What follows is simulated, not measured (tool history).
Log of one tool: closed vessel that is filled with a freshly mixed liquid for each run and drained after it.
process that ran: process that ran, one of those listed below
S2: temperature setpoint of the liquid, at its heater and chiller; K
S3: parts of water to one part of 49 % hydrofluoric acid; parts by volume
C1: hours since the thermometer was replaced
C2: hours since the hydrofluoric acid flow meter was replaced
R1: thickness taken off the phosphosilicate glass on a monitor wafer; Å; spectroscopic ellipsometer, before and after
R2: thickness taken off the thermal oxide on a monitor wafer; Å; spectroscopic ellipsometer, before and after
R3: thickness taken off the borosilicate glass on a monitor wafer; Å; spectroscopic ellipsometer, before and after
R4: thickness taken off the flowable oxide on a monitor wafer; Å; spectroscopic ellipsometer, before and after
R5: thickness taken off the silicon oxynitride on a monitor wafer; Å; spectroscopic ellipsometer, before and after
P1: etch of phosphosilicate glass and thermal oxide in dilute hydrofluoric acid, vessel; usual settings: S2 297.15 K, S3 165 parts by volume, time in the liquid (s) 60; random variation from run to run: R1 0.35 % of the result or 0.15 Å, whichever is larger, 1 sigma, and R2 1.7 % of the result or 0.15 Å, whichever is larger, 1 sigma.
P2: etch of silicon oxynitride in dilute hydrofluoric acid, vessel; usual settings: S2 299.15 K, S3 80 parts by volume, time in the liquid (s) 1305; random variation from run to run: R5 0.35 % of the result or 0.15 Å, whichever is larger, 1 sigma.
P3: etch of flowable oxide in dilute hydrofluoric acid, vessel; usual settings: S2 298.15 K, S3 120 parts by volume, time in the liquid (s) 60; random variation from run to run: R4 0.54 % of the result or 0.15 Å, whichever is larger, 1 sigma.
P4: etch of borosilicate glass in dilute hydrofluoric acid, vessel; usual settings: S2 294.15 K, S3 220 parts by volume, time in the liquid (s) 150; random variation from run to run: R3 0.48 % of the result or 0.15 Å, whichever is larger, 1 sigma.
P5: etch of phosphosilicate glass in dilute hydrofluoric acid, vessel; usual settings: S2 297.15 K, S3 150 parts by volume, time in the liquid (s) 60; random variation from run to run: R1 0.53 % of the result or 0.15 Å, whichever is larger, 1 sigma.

run 1 day=0.204 | process_that_ran=P1 S2=297.15 S3=165 time_in_the_liquid_(s)=60 | C1=600.9 C2=656.6 | R1=575.87 R2=16.1990
run 2 day=0.317 | process_that_ran=P4 S2=294.15 S3=135 time_in_the_liquid_(s)=150 | C1=603.6 C2=659.3 | R3=330.19
run 3 day=0.538 | process_that_ran=P1 S2=297.15 S3=165 time_in_the_liquid_(s)=60 | C1=608.9 C2=664.6 | R1=574.71 R2=16.3160
run 4 day=0.721 | process_that_ran=P3 S2=298.15 S3=120 time_in_the_liquid_(s)=60 | C1=613.3 C2=669.0 | R4=171.65
run 5 day=0.858 | process_that_ran=P1 S2=297.15 S3=165 time_in_the_liquid_(s)=60 | C1=616.6 C2=672.3 | R1=576.45 R2=16.0110
run 6 day=0.996 | process_that_ran=P1 S2=301.65 S3=45 time_in_the_liquid_(s)=60 | C1=619.9 C2=675.6 | R1=2936.80 R2=82.4320
run 7 day=1.138 | process_that_ran=P5 S2=297.15 S3=150 time_in_the_liquid_(s)=60 | C1=623.3 C2=679.0 | R1=769.69
run 8 day=1.354 | process_that_ran=P1 S2=297.15 S3=165 time_in_the_liquid_(s)=120 | C1=628.5 C2=684.2 | R1=1146.60 R2=32.2660
run 9 day=1.488 | process_that_ran=P5 S2=297.15 S3=150 time_in_the_liquid_(s)=100 | C1=631.7 C2=687.4 | R1=1291.00
-- day=1.538 thermometer replaced
run 10 day=1.696 | process_that_ran=P3 S2=298.15 S3=180 time_in_the_liquid_(s)=60 | C1=3.9 C2=692.4 | R4=107.56
run 11 day=1.867 | process_that_ran=P1 S2=305.65 S3=165 time_in_the_liquid_(s)=60 | C1=8.0 C2=696.5 | R1=780.83 R2=22.2930
run 12 day=2.029 | process_that_ran=P2 S2=294.65 S3=80 time_in_the_liquid_(s)=1305 | C1=11.9 C2=700.4 | R5=294.3
run 13 day=2.254 | process_that_ran=P1 S2=297.15 S3=165 time_in_the_liquid_(s)=30 | C1=17.3 C2=705.8 | R1=287.86 R2=8.3337
run 14 day=2.408 | process_that_ran=P1 S2=297.15 S3=165 time_in_the_liquid_(s)=60 | C1=21.0 C2=709.5 | R1=575.19 R2=16.3020
run 15 day=2.612 | process_that_ran=P3 S2=293.15 S3=120 time_in_the_liquid_(s)=60 | C1=25.9 C2=714.4 | R4=140.24
run 16 day=2.821 | process_that_ran=P4 S2=290.15 S3=220 time_in_the_liquid_(s)=150 | C1=30.9 C2=719.4 | R3=156.40
run 17 day=3.042 | process_that_ran=P5 S2=297.15 S3=30 time_in_the_liquid_(s)=60 | C1=36.2 C2=724.7 | R1=4447.70
run 18 day=3.225 | process_that_ran=P1 S2=297.15 S3=55 time_in_the_liquid_(s)=60 | C1=40.6 C2=729.1 | R1=1965.10 R2=57.2270

Forecast run 19:
run 19 day=3.371 | process_that_ran=P4 S2=294.15 S3=220 time_in_the_liquid_(s)=245 | C1=44.1 C2=732.6 | R3=?

R3: 300.28 Å

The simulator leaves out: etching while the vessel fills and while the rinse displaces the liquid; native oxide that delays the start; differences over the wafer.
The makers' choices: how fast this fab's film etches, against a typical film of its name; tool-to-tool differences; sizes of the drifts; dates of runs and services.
